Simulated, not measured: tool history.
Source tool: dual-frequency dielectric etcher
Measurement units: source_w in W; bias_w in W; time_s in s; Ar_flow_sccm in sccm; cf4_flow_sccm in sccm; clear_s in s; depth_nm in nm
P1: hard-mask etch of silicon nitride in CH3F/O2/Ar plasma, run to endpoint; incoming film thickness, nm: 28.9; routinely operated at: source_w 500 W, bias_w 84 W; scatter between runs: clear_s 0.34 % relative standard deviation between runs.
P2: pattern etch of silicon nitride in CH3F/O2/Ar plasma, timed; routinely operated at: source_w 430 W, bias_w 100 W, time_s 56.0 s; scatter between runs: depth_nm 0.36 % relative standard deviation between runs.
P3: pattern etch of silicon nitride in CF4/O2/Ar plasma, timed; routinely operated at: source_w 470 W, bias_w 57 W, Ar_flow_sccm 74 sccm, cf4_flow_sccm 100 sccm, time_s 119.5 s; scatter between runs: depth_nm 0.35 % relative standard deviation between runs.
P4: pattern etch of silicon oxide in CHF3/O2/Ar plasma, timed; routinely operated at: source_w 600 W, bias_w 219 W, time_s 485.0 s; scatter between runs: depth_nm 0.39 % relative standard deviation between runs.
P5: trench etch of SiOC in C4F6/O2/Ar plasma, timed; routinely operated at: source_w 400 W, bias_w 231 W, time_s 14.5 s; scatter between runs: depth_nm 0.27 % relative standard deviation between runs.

| run | hour | process | source_w | bias_w | time_s | Ar_flow_sccm | cf4_flow_sccm | hours since the last wet clean | hours since the last source power generator calibration | hours since the last bias power generator calibration | clear_s | depth_nm |
|---|---|---|---|---|---|---|---|---|---|---|---|---|
| 1 | 12.3 | P1 | 500 | 84 |  |  |  | 356.4 | 1701.3 | 492.4 | 36.832 |  |
| 2 | 21.2 | P5 | 400 | 231 | 14.5 |  |  | 365.3 | 1710.2 | 501.3 |  | 31.870 |
| 3 | 36.5 | P1 | 660 | 84 |  |  |  | 380.6 | 1725.5 | 516.6 | 32.838 |  |
| 4 | 54.6 | P3 | 470 | 79 | 119.5 | 74 | 100 | 398.7 | 1743.6 | 534.7 |  | 267.610 |
| 5 | 71.8 | P1 | 620 | 66 |  |  |  | 415.9 | 1760.8 | 551.9 | 36.963 |  |
| 6 | 88.3 | P5 | 400 | 231 | 21.5 |  |  | 432.4 | 1777.3 | 568.4 |  | 47.022 |
| 7 | 101.6 | P3 | 470 | 57 | 119.5 | 74 | 77 | 445.7 | 1790.6 | 581.7 |  | 227.770 |
| 8 | 112.5 | P4 | 760 | 219 | 485.0 |  |  | 456.6 | 1801.5 | 592.6 |  | 1114.100 |
| 9 | 125.7 | P5 | 400 | 166 | 14.5 |  |  | 469.8 | 1814.7 | 605.8 |  | 28.600 |
| 10 | 141.9 | P1 | 500 | 84 |  |  |  | 486.0 | 1830.9 | 622.0 | 36.863 |  |
| 11 | 151.1 | P1 | 500 | 84 |  |  |  | 495.2 | 1840.1 | 631.2 | 36.892 |  |
| 12 | 170.2 | P1 | 630 | 61 |  |  |  | 514.3 | 1859.2 | 650.3 | 37.617 |  |
| 13 | 180.2 | P4 | 600 | 219 | 485.0 |  |  | 524.3 | 1869.2 | 660.3 |  | 1012.500 |
| 14 | 192.7 | P5 | 560 | 231 | 14.5 |  |  | 536.8 | 1881.7 | 672.8 |  | 35.973 |
| 15 | 201.6 | P3 | 330 | 57 | 119.5 | 74 | 100 | 545.7 | 1890.6 | 681.7 |  | 172.660 |
| 16 | 219.7 | P3 | 470 | 57 | 119.5 | 74 | 100 | 563.8 | 1908.7 | 699.8 |  | 233.940 |
| 17 | 228.1 | P1 | 370 | 84 |  |  |  | 572.2 | 1917.1 | 708.2 | 41.554 |  |
| 18 | 239.3 | P4 | 600 | 284 | 485.0 |  |  | 583.4 | 1928.3 | 719.4 |  | 1115.000 |
| 19 | 251.0 | P2 | 430 | 100 | 42.0 |  |  | 595.1 | 1940.0 | 731.1 |  | 34.000 |
| 20 | 270.1 | P3 | 470 | 57 | 166.0 | 74 | 100 | 614.2 | 1959.1 | 750.2 |  | 327.140 |
| 21 | 280.4 | P4 | 600 | 219 | 485.0 |  |  | 624.5 | 1969.4 | 760.5 |  | 1016.100 |
| 22 | 291.1 | P1 | 500 | 84 |  |  |  | 635.2 | 1980.1 | 771.2 | 36.877 |  |
| 23 | 301.2 | P4 | 600 | 219 | 650.5 |  |  | 645.3 | 1990.2 | 781.3 |  | 1376.600 |
| 24 | 320.5 | P2 | 600 | 100 | 56.0 |  |  | 664.6 | 2009.5 | 800.6 |  | 51.302 |
| 25 | 331.5 | P1 | 500 | 84 |  |  |  | 675.6 | 2020.5 | 811.6 | 36.933 |  |
| 26 | 341.1 | P2 | 430 | 100 | 56.0 |  |  | 685.2 | 2030.1 | 821.2 |  | 45.488 |
| 27 | 351.4 | P2 | 430 | 100 | 56.0 |  |  | 695.5 | 2040.4 | 831.5 |  | 45.784 |
| 28 | 368.6 | P1 | 500 | 65 |  |  |  | 712.7 | 2057.6 | 848.7 | 40.088 |  |
| 29 | 379.4 | P2 | 430 | 66 | 56.0 |  |  | 723.5 | 2068.4 | 859.5 |  | 39.264 |
| 30 | 393.1 | P3 | 470 | 57 | 119.5 | 74 | 100 | 737.2 | 2082.1 | 873.2 |  | 234.440 |
| 31 | 404.8 | P3 | 470 | 57 | 119.5 | 53 | 100 | 748.9 | 2093.8 | 884.9 |  | 243.180 |
| 32 | 423.7 | P1 | 500 | 118 |  |  |  | 767.8 | 2112.7 | 903.8 | 32.649 |  |
| 33 | 442.8 | P1 | 500 | 84 |  |  |  | 786.9 | 2131.8 | 922.9 | 36.820 |  |
| 34 | 454.6 | P1 | 500 | 84 |  |  |  | 798.7 | 2143.6 | 934.7 | 37.021 |  |

Run 35 is up next; what results do you expect?
| 35 | 464.6 | P1 | 500 | 84 |  |  |  | 808.7 | 2153.6 | 944.7 | ? |  |

Run 35 measured clear_s 37.317 s.
